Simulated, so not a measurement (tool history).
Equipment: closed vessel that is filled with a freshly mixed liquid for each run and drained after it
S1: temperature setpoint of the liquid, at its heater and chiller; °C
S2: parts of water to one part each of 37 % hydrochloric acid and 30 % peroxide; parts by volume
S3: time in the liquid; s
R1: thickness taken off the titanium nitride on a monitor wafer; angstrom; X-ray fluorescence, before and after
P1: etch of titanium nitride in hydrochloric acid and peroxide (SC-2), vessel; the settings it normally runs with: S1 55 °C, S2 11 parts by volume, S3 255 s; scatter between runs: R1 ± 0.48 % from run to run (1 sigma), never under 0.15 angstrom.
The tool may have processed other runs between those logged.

run  hour    S1   S2   S3      R1
  1   5.6    55   11  255  80.998
  2    12  63.5  7.5  255  193.54
  3  17.3  71.5   11  255  226.18
  4  23.4    55    4  255  179.58
  5  28.5    55   11  255  82.271
  6    32    55   11   30  9.8942
  7  38.2    55   18  255  53.302
     41.9  -- new drum of peroxide connected
  8  44.8    55   11  255  81.697
  9  48.9    55   11  255  82.673
 10  54.3    45   11  255  42.298
 11  59.6    55   11  255  82.551
 12  65.1    55   11  255  82.016
 13  71.7    55   11  435  141.53
 14  77.8    63   11   30  15.844
 15  84.9    55   11  255  82.386

Run 16, settings as shown, results not yet in. Your forecast:
 16  91.1  55  11  255   ?

R1: 85.898 angstrom
